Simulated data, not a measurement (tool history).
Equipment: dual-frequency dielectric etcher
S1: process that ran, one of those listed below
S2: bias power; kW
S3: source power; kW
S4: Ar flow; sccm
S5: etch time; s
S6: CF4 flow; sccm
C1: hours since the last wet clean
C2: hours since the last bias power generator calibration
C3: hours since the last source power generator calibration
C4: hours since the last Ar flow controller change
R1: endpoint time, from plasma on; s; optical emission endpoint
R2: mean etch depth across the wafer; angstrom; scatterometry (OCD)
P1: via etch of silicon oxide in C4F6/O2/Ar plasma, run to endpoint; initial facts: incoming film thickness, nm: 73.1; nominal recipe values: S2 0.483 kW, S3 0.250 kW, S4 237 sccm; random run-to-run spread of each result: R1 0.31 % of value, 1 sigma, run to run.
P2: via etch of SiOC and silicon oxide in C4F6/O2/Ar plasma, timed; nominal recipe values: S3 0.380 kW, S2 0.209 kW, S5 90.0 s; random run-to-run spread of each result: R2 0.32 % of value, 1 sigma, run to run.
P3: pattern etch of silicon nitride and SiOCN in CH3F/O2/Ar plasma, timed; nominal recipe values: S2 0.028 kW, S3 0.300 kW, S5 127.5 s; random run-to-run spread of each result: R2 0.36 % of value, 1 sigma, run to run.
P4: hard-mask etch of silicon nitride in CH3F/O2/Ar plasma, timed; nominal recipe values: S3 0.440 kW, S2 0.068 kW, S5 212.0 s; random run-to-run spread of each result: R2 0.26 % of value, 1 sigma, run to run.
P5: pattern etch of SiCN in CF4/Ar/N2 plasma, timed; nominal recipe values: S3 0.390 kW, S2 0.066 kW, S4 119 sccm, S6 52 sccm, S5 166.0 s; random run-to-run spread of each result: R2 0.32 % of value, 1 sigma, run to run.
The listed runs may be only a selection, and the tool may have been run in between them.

run   hour  S1     S2     S3   S4     S5  S6     C1      C2      C3      C4      R1       R2
  1    6.2  P1  0.483  0.250  237              83.6  1725.9  1313.3  1497.9  19.132
  2   10.1  P1  0.301  0.190  237              87.5  1729.8  1317.2  1501.8  25.073
  3   14.4  P2  0.209  0.380        90.0       91.8  1734.1  1321.5  1506.1          1088.20
  4   20.3  P5  0.066  0.390  119  166.0  66   97.7  1740.0  1327.4  1512.0          1140.80
  5   24.0  P1  0.304  0.250  237             101.4  1743.7  1331.1  1515.7  22.478
  6   28.1  P2  0.144  0.380        90.0      105.5  1747.8  1335.2  1519.8           963.61
  7   32.6  P5  0.066  0.390  119  166.0  52  110.0  1752.3  1339.7  1524.3          1109.00
  8   38.8  P4  0.068  0.440       212.0      116.2  1758.5  1345.9  1530.5          1547.60
  9   44.7  P4  0.047  0.440       212.0      122.1  1764.4  1351.8  1536.4          1377.30
 10   48.1  P4  0.068  0.620       212.0      125.5  1767.8  1355.2  1539.8          1768.20
 11   53.8  P4  0.068  0.440       158.0      131.2  1773.5  1360.9  1545.5          1154.10
 12   60.2  P1  0.483  0.250  164             137.6  1779.9  1367.3  1551.9  18.191
 13   64.5  P5  0.040  0.390  119  166.0  52  141.9  1784.2  1371.6  1556.2           925.58
 14   69.0  P3  0.028  0.180       127.5      146.4  1788.7  1376.1  1560.7           150.57
 15   74.1  P3  0.017  0.300       127.5      151.5  1793.8  1381.2  1565.8           142.36
 16   77.1  P2  0.209  0.480        90.0      154.5  1796.8  1384.2  1568.8          1193.60
 17   81.7  P3  0.028  0.300       127.5      159.1  1801.4  1388.8  1573.4           179.52
 18   84.8  P1  0.483  0.180  237             162.2  1804.5  1391.9  1576.5  21.325
 19   91.0  P3  0.028  0.300       160.5      168.4  1810.7  1398.1  1582.7           226.63
 20   95.5  P3  0.028  0.300       127.5      172.9  1815.2  1402.6  1587.2           178.93
 21  100.9  P5  0.066  0.390  152  166.0  52  178.3  1820.6  1408.0  1592.6          1058.10
 22  104.8  P5  0.066  0.390  119  166.0  52  182.2  1824.5  1411.9  1596.5          1101.50
 23  108.4  P5  0.066  0.390  119  235.0  52  185.8  1828.1  1415.5  1600.1          1565.20
 24  111.5  P1  0.483  0.250  237             188.9  1831.2  1418.6  1603.2  19.063
 25  114.9  P1  0.483  0.250  237             192.3  1834.6  1422.0  1606.6  18.974
 26  121.2  P1  0.483  0.250  301             198.6  1840.9  1428.3  1612.9  19.535

What does the tool deliver on the next run?
 27  125.2  P1  0.483  0.250  237          202.6  1844.9  1432.3  1616.9   ?

R1: 18.992 s

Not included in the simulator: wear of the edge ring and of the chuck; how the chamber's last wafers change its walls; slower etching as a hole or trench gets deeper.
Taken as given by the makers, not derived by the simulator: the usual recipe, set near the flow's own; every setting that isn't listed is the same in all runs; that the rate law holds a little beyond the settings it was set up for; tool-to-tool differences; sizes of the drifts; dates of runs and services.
